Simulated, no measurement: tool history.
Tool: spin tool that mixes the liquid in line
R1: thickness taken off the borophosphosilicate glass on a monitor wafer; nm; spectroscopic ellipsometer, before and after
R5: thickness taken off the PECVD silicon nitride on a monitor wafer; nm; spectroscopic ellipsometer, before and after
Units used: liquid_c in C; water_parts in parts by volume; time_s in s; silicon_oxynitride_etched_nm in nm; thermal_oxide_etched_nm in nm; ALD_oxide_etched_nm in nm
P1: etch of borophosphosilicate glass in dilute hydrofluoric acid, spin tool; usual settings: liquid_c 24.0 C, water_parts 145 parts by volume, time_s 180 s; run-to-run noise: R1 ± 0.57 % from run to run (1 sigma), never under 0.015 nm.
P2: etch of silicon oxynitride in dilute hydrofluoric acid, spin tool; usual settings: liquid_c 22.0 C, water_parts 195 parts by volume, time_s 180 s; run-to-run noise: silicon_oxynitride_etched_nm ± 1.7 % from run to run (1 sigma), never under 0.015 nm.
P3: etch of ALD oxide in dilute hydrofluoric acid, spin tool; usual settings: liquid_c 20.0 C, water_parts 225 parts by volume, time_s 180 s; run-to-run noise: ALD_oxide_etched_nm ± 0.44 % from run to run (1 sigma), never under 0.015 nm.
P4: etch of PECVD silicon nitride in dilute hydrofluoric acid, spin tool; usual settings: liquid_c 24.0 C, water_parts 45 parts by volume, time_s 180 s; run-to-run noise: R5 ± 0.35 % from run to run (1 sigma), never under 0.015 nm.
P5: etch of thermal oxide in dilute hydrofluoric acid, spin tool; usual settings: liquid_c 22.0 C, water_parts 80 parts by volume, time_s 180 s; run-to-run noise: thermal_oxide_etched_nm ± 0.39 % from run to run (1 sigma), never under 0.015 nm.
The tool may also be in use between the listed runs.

{"run": 1, "day": 0.3, "process": "P1", "liquid_c": 24.0, "water_parts": 145, "time_s": 180, "R1": 48.605}
{"run": 2, "day": 0.529, "process": "P1", "liquid_c": 27.5, "water_parts": 205, "time_s": 180, "R1": 35.961}
{"run": 3, "day": 0.942, "process": "P2", "liquid_c": 22.0, "water_parts": 195, "time_s": 285, "silicon_oxynitride_etched_nm": 2.4514}
{"run": 4, "day": 1.342, "process": "P1", "liquid_c": 24.0, "water_parts": 145, "time_s": 290, "R1": 77.832}
{"run": 5, "day": 1.762, "process": "P5", "liquid_c": 22.0, "water_parts": 80, "time_s": 180, "thermal_oxide_etched_nm": 9.7537}
{"run": 6, "day": 2.171, "process": "P3", "liquid_c": 20.0, "water_parts": 225, "time_s": 180, "ALD_oxide_etched_nm": 8.31}
{"run": 7, "day": 2.508, "process": "P2", "liquid_c": 22.0, "water_parts": 325, "time_s": 180, "silicon_oxynitride_etched_nm": 0.82653}
{"run": 8, "day": 2.821, "process": "P2", "liquid_c": 22.0, "water_parts": 195, "time_s": 180, "silicon_oxynitride_etched_nm": 1.5357}
{"run": 9, "day": 3.112, "process": "P5", "liquid_c": 22.0, "water_parts": 115, "time_s": 180, "thermal_oxide_etched_nm": 6.4486}
{"run": 10, "day": 3.533, "process": "P1", "liquid_c": 18.0, "water_parts": 145, "time_s": 180, "R1": 37.893}
{"run": 11, "day": 3.875, "process": "P4", "liquid_c": 24.0, "water_parts": 45, "time_s": 180, "R5": 8.2552}
{"run": 12, "day": 4.354, "process": "P1", "liquid_c": 24.0, "water_parts": 145, "time_s": 180, "R1": 48.331}
{"run": 13, "day": 4.788, "process": "P1", "liquid_c": 24.0, "water_parts": 145, "time_s": 180, "R1": 48.464}
{"day": 5.092, "done": "hydrofluoric acid flow meter replaced"}
{"run": 14, "day": 5.296, "process": "P4", "liquid_c": 19.5, "water_parts": 45, "time_s": 180, "R5": 6.0052}
{"run": 15, "day": 5.804, "process": "P1", "liquid_c": 24.0, "water_parts": 145, "time_s": 35, "R1": 9.3222}
{"run": 16, "day": 6.104, "process": "P2", "liquid_c": 29.0, "water_parts": 195, "time_s": 180, "silicon_oxynitride_etched_nm": 2.0773}
{"run": 17, "day": 6.404, "process": "P3", "liquid_c": 20.0, "water_parts": 225, "time_s": 275, "ALD_oxide_etched_nm": 12.698}
{"run": 18, "day": 6.692, "process": "P1", "liquid_c": 24.0, "water_parts": 255, "time_s": 180, "R1": 24.375}
{"run": 19, "day": 6.938, "process": "P1", "liquid_c": 24.0, "water_parts": 145, "time_s": 180, "R1": 47.785}
{"run": 20, "day": 7.254, "process": "P1", "liquid_c": 24.0, "water_parts": 75, "time_s": 180, "R1": 101.69}
{"run": 21, "day": 7.704, "process": "P4", "liquid_c": 24.0, "water_parts": 45, "time_s": 360, "R5": 16.49}
{"run": 22, "day": 8.125, "process": "P3", "liquid_c": 20.0, "water_parts": 380, "time_s": 180, "ALD_oxide_etched_nm": 4.2864}
{"run": 23, "day": 8.617, "process": "P5", "liquid_c": 17.5, "water_parts": 80, "time_s": 180, "thermal_oxide_etched_nm": 8.0966}
{"run": 24, "day": 9.004, "process": "P4", "liquid_c": 24.0, "water_parts": 70, "time_s": 180, "R5": 5.3612}
{"run": 25, "day": 9.433, "process": "P3", "liquid_c": 26.0, "water_parts": 225, "time_s": 180, "ALD_oxide_etched_nm": 10.342}
{"run": 26, "day": 9.946, "process": "P1", "liquid_c": 24.0, "water_parts": 145, "time_s": 180, "R1": 48.089}
{"run": 27, "day": 10.417, "process": "P5", "liquid_c": 22.0, "water_parts": 80, "time_s": 180, "thermal_oxide_etched_nm": 9.7255}
{"run": 28, "day": 10.871, "process": "P2", "liquid_c": 22.0, "water_parts": 195, "time_s": 180, "silicon_oxynitride_etched_nm": 1.5583}
{"run": 29, "day": 11.179, "process": "P1", "liquid_c": 24.0, "water_parts": 145, "time_s": 180, "R1": 47.933}
{"run": 30, "day": 11.454, "process": "P5", "liquid_c": 22.0, "water_parts": 80, "time_s": 310, "thermal_oxide_etched_nm": 16.705}
{"run": 31, "day": 11.921, "process": "P1", "liquid_c": 30.0, "water_parts": 145, "time_s": 180, "R1": 60.347}
{"run": 32, "day": 12.2, "process": "P4", "liquid_c": 24.0, "water_parts": 45, "time_s": 180, "R5": 8.2155}
{"run": 33, "day": 12.625, "process": "P1", "liquid_c": 24.0, "water_parts": 145, "time_s": 180, "R1": 48.458}
{"run": 34, "day": 13.125, "process": "P1", "liquid_c": 24.0, "water_parts": 145, "time_s": 180, "R1": 49.802}
{"run": 35, "day": 13.458, "process": "P1", "liquid_c": 24.0, "water_parts": 145, "time_s": 180, "R1": 50.414}
{"run": 36, "day": 13.933, "process": "P1", "liquid_c": 24.0, "water_parts": 145, "time_s": 180, "R1": 50.69}
{"run": 37, "day": 14.271, "process": "P1", "liquid_c": 24.0, "water_parts": 145, "time_s": 180, "R1": 50.674}
{"run": 38, "day": 14.662, "process": "P1", "liquid_c": 24.0, "water_parts": 145, "time_s": 180, "R1": 51.825}
{"run": 39, "day": 15.046, "process": "P1", "liquid_c": 24.0, "water_parts": 145, "time_s": 180, "R1": 51.155}
{"run": 40, "day": 15.412, "process": "P1", "liquid_c": 24.0, "water_parts": 145, "time_s": 180, "R1": 51.285}
{"run": 41, "day": 15.688, "process": "P1", "liquid_c": 24.0, "water_parts": 145, "time_s": 180, "R1": 50.854}

The log shows P1 creeping away from where it was. Any of the 2 causes listed here, at the size stated for it, fits the log just as well as the others:
A: hydrofluoric acid flow above the setpoint (%) = 4.92
B: liquid hotter than its thermometer reads (K) = 1.47
The creep began at about day 12.625.

Each of the 4 check runs below uses one wafer; its results are left as question marks. Which run tells the causes apart?
{"run": "check 1", "day": 15.962, "process": "P2", "liquid_c": 22.0, "water_parts": 315, "time_s": 180, "silicon_oxynitride_etched_nm": "?"}
{"run": "check 2", "day": 15.962, "process": "P3", "liquid_c": 24.5, "water_parts": 225, "time_s": 180, "ALD_oxide_etched_nm": "?"}
{"run": "check 3", "day": 15.962, "process": "P5", "liquid_c": 18.5, "water_parts": 80, "time_s": 180, "thermal_oxide_etched_nm": "?"}
{"run": "check 4", "day": 15.962, "process": "P4", "liquid_c": 24.0, "water_parts": 45, "time_s": 350, "R5": "?"}

What every check run would give for each of its results, assuming each possible cause in turn:
check=check_1 result=silicon_oxynitride_etched_nm if_A=0.93604 if_B=0.94104
check=check_2 result=ALD_oxide_etched_nm if_A=10.4290 if_B=10.3610
check=check_3 result=thermal_oxide_etched_nm if_A=8.8528 if_B=8.9363
check=check_4 result=R5 if_A=16.7670 if_B=17.6610
Per-check spread between the two closest causes, in the result where they differ most: check 1 0.53 %; check 2 0.65 %; check 3 0.94 %; check 4 5.2 %
Of the check runs offered, only check 4 discriminates between the causes; the rest would read about the same regardless of which cause applies.

Then check 4 was run and gave: R5 16.7670 nm. Which cause is it?

Of the candidate causes, it is A: hydrofluoric acid flow above the setpoint (%).
